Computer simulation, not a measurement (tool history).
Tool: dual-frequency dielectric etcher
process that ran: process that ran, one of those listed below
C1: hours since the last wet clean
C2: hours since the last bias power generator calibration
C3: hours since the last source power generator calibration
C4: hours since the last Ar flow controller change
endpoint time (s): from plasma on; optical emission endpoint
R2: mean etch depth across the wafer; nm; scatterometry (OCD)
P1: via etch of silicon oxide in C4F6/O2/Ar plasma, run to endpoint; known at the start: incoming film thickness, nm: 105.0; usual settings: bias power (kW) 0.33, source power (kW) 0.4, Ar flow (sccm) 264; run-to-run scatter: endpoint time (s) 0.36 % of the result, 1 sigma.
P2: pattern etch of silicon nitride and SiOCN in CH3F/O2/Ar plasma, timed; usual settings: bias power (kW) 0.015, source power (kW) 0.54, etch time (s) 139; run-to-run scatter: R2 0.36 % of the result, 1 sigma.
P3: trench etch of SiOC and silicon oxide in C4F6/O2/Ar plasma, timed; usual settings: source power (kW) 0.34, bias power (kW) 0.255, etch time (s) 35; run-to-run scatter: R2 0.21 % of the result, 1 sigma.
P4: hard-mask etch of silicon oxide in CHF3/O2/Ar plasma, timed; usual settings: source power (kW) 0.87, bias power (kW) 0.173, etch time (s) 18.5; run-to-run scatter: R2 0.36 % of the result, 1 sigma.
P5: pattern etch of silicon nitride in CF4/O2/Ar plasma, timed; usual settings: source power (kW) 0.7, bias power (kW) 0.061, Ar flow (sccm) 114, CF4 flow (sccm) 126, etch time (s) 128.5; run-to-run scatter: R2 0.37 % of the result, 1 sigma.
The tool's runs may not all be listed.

Run 1, day 0.425: process that ran P1, bias power (kW) 0.33, source power (kW) 0.4, Ar flow (sccm) 264; C1 187.8; C2 1230.4; C3 552.3; C4 2447.1. Result: endpoint time (s) 26.683.
Run 2, day 0.779: process that ran P1, bias power (kW) 0.33, source power (kW) 0.4, Ar flow (sccm) 264; C1 196.3; C2 1238.9; C3 560.8; C4 2455.6. Result: endpoint time (s) 26.616.
Run 3, day 1.008: process that ran P2, bias power (kW) 0.008, source power (kW) 0.54, etch time (s) 139; C1 201.8; C2 1244.4; C3 566.3; C4 2461.1. Result: R2 14.37 nm.
Run 4, day 1.45: process that ran P5, bias power (kW) 0.061, source power (kW) 0.7, Ar flow (sccm) 114, etch time (s) 85, CF4 flow (sccm) 126; C1 212.4; C2 1255; C3 576.9; C4 2471.7. Result: R2 238.01 nm.
Run 5, day 1.762: process that ran P2, bias power (kW) 0.015, source power (kW) 0.54, etch time (s) 78.5; C1 219.9; C2 1262.5; C3 584.4; C4 2479.2. Result: R2 10.142 nm.
Run 6, day 2.212: process that ran P2, bias power (kW) 0.015, source power (kW) 0.54, etch time (s) 139; C1 230.7; C2 1273.3; C3 595.2; C4 2490. Result: R2 18.055 nm.
Run 7, day 2.629: process that ran P1, bias power (kW) 0.33, source power (kW) 0.56, Ar flow (sccm) 264; C1 240.7; C2 1283.3; C3 605.2; C4 2500. Result: endpoint time (s) 23.538.
Run 8, day 3.054: process that ran P5, bias power (kW) 0.085, source power (kW) 0.7, Ar flow (sccm) 114, etch time (s) 128.5, CF4 flow (sccm) 126; C1 250.9; C2 1293.5; C3 615.4; C4 2510.2. Result: R2 408.62 nm.
Run 9, day 3.358: process that ran P5, bias power (kW) 0.061, source power (kW) 0.7, Ar flow (sccm) 114, etch time (s) 128.5, CF4 flow (sccm) 163; C1 258.2; C2 1300.8; C3 622.7; C4 2517.5. Result: R2 369.66 nm.
Run 10, day 3.658: process that ran P1, bias power (kW) 0.33, source power (kW) 0.4, Ar flow (sccm) 264; C1 265.4; C2 1308; C3 629.9; C4 2524.7. Result: endpoint time (s) 26.875.
Run 11, day 4.158: process that ran P3, bias power (kW) 0.15, source power (kW) 0.34, etch time (s) 35; C1 277.4; C2 1320; C3 641.9; C4 2536.7. Result: R2 61.268 nm.
Run 12, day 4.512: process that ran P1, bias power (kW) 0.33, source power (kW) 0.4, Ar flow (sccm) 264; C1 285.9; C2 1328.5; C3 650.4; C4 2545.2. Result: endpoint time (s) 26.805.
Run 13, day 4.871: process that ran P5, bias power (kW) 0.061, source power (kW) 0.55, Ar flow (sccm) 114, etch time (s) 128.5, CF4 flow (sccm) 126; C1 294.5; C2 1337.1; C3 659; C4 2553.8. Result: R2 291.98 nm.
At day 5.171: Ar flow controller replaced.
Run 14, day 5.279: process that ran P5, bias power (kW) 0.061, source power (kW) 0.7, Ar flow (sccm) 114, etch time (s) 128.5, CF4 flow (sccm) 126; C1 304.3; C2 1346.9; C3 668.8; C4 2.7. Result: R2 360.61 nm.
Run 15, day 5.742: process that ran P4, bias power (kW) 0.173, source power (kW) 1.23, etch time (s) 18.5; C1 315.4; C2 1358; C3 679.9; C4 13.8. Result: R2 48.576 nm.
Run 16, day 5.962: process that ran P2, bias power (kW) 0.015, source power (kW) 0.54, etch time (s) 139; C1 320.7; C2 1363.3; C3 685.2; C4 19.1. Result: R2 18.029 nm.
Run 17, day 6.183: process that ran P1, bias power (kW) 0.233, source power (kW) 0.4, Ar flow (sccm) 264; C1 326; C2 1368.6; C3 690.5; C4 24.4. Result: endpoint time (s) 29.985.
Run 18, day 6.479: process that ran P4, bias power (kW) 0.173, source power (kW) 0.87, etch time (s) 18.5; C1 333.1; C2 1375.7; C3 697.6; C4 31.5. Result: R2 42.398 nm.
Run 19, day 6.908: process that ran P3, bias power (kW) 0.255, source power (kW) 0.34, etch time (s) 51; C1 343.4; C2 1386; C3 707.9; C4 41.8. Result: R2 106.28 nm.
Run 20, day 7.154: process that ran P1, bias power (kW) 0.246, source power (kW) 0.4, Ar flow (sccm) 356; C1 349.3; C2 1391.9; C3 713.8; C4 47.7. Result: endpoint time (s) 30.399.
Run 21, day 7.575: process that ran P3, bias power (kW) 0.255, source power (kW) 0.34, etch time (s) 35; C1 359.4; C2 1402; C3 723.9; C4 57.8. Result: R2 72.944 nm.
Run 22, day 8.025: process that ran P1, bias power (kW) 0.33, source power (kW) 0.4, Ar flow (sccm) 205; C1 370.2; C2 1412.8; C3 734.7; C4 68.6. Result: endpoint time (s) 26.008.
Run 23, day 8.338: process that ran P3, bias power (kW) 0.255, source power (kW) 0.34, etch time (s) 35; C1 377.7; C2 1420.3; C3 742.2; C4 76.1. Result: R2 72.969 nm.
Run 24, day 8.725: process that ran P1, bias power (kW) 0.33, source power (kW) 0.4, Ar flow (sccm) 367; C1 387; C2 1429.6; C3 751.5; C4 85.4. Result: endpoint time (s) 27.752.
Run 25, day 9.175: process that ran P4, bias power (kW) 0.237, source power (kW) 0.87, etch time (s) 18.5; C1 397.8; C2 1440.4; C3 762.3; C4 96.2. Result: R2 47.09 nm.
At day 9.288: bias power generator calibrated.
Run 26, day 9.525: process that ran P1, bias power (kW) 0.33, source power (kW) 0.4, Ar flow (sccm) 264; C1 406.2; C2 5.7; C3 770.7; C4 104.6. Result: endpoint time (s) 26.718.
Run 27, day 9.825: process that ran P1, bias power (kW) 0.454, source power (kW) 0.4, Ar flow (sccm) 264; C1 413.4; C2 12.9; C3 777.9; C4 111.8. Result: endpoint time (s) 24.05.
Run 28, day 10.304: process that ran P3, bias power (kW) 0.255, source power (kW) 0.25, etch time (s) 35; C1 424.9; C2 24.4; C3 789.4; C4 123.3. Result: R2 65.131 nm.
Run 29, day 10.554: process that ran P5, bias power (kW) 0.061, source power (kW) 0.7, Ar flow (sccm) 82, etch time (s) 128.5, CF4 flow (sccm) 126; C1 430.9; C2 30.4; C3 795.4; C4 129.3. Result: R2 373.7 nm.
Run 30, day 11.029: process that ran P2, bias power (kW) 0.015, source power (kW) 0.42, etch time (s) 139; C1 442.3; C2 41.8; C3 806.8; C4 140.7. Result: R2 16.25 nm.
Run 31, day 11.321: process that ran P4, bias power (kW) 0.173, source power (kW) 0.87, etch time (s) 26; C1 449.3; C2 48.8; C3 813.8; C4 147.7. Result: R2 59.539 nm.
Run 32, day 11.708: process that ran P1, bias power (kW) 0.33, source power (kW) 0.28, Ar flow (sccm) 264; C1 458.6; C2 58.1; C3 823.1; C4 157. Result: endpoint time (s) 30.544.
Run 33, day 12.075: process that ran P1, bias power (kW) 0.33, source power (kW) 0.4, Ar flow (sccm) 264; C1 467.4; C2 66.9; C3 831.9; C4 165.8. Result: endpoint time (s) 26.633.
Run 34, day 12.35: process that ran P1, bias power (kW) 0.33, source power (kW) 0.4, Ar flow (sccm) 264; C1 474; C2 73.5; C3 838.5; C4 172.4. Result: endpoint time (s) 27.018.
Run 35, day 12.812: process that ran P1, bias power (kW) 0.33, source power (kW) 0.4, Ar flow (sccm) 264; C1 485.1; C2 84.6; C3 849.6; C4 183.5. Result: endpoint time (s) 26.843.
At day 13.142: wet clean of the chamber.
Run 36, day 13.233: process that ran P1, bias power (kW) 0.33, source power (kW) 0.4, Ar flow (sccm) 264; C1 2.3; C2 94.7; C3 859.7; C4 193.6. Result: endpoint time (s) 27.039.
Run 37, day 13.592: process that ran P1, bias power (kW) 0.33, source power (kW) 0.4, Ar flow (sccm) 264; C1 10.9; C2 103.3; C3 868.3; C4 202.2. Result: endpoint time (s) 27.124.
Run 38, day 13.883: process that ran P1, bias power (kW) 0.33, source power (kW) 0.4, Ar flow (sccm) 264; C1 17.9; C2 110.3; C3 875.3; C4 209.2. Result: endpoint time (s) 27.187.
Run 39, day 14.338: process that ran P1, bias power (kW) 0.33, source power (kW) 0.4, Ar flow (sccm) 264; C1 28.8; C2 121.2; C3 886.2; C4 220.1. Result: endpoint time (s) 27.107.
Run 40, day 14.8: process that ran P1, bias power (kW) 0.33, source power (kW) 0.4, Ar flow (sccm) 264; C1 39.9; C2 132.3; C3 897.3; C4 231.2. Result: endpoint time (s) 27.161.
Run 41, day 15.017: process that ran P1, bias power (kW) 0.33, source power (kW) 0.4, Ar flow (sccm) 264; C1 45.1; C2 137.5; C3 902.5; C4 236.4. Result: endpoint time (s) 27.308.

What P1 gives has crept away from where it was. These 2 causes fit the log equally well, each at the size given:
A: source power that arrives under what is set, % = 4.6
B: bias power that arrives under what is set, % = 4.96
The creep began at about day 12.075.
Why every other cause is out:
chamber walls in a state that lowers the etch rate, %: serviced at day 13.142, which brought nothing back
Ar flow that arrives over what is set, %: at most 8, which would move endpoint time (s) by +0.9 %: too little, or the wrong way

4 check runs are offered, each on 2 wafers whose results are averaged, their results left as question marks. Which one tells the causes apart?
Run check 1, day 15.233: process that ran P4, bias power (kW) 0.212, source power (kW) 1.2, etch time (s) 18.5. Result: R2 ?.
Run check 2, day 15.233: process that ran P3, bias power (kW) 0.156, source power (kW) 0.34, etch time (s) 35. Result: R2 ?.
Run check 3, day 15.233: process that ran P5, bias power (kW) 0.083, source power (kW) 0.7, Ar flow (sccm) 83, etch time (s) 128.5, CF4 flow (sccm) 126. Result: R2 ?.
Run check 4, day 15.233: process that ran P2, bias power (kW) 0.01, source power (kW) 0.54, etch time (s) 139. Result: R2 ?.

What each check would give under each cause:
  check  result    if A    if B
check 1      R2  50.315  50.383
check 2      R2  61.051  61.216
check 3      R2  400.74   409.4
check 4      R2  15.232  15.245
How far apart the two closest causes lie, in the result that separates them most: check 1 0.13 %; check 2 0.27 %; check 3 2.14 %; check 4 0.09 %
Check 3 tells the causes apart: in the others they would give nearly the same result.

Check 3 was then run and gave: R2 401.77 nm. Which cause is it?

It is A: source power that arrives under what is set, %.
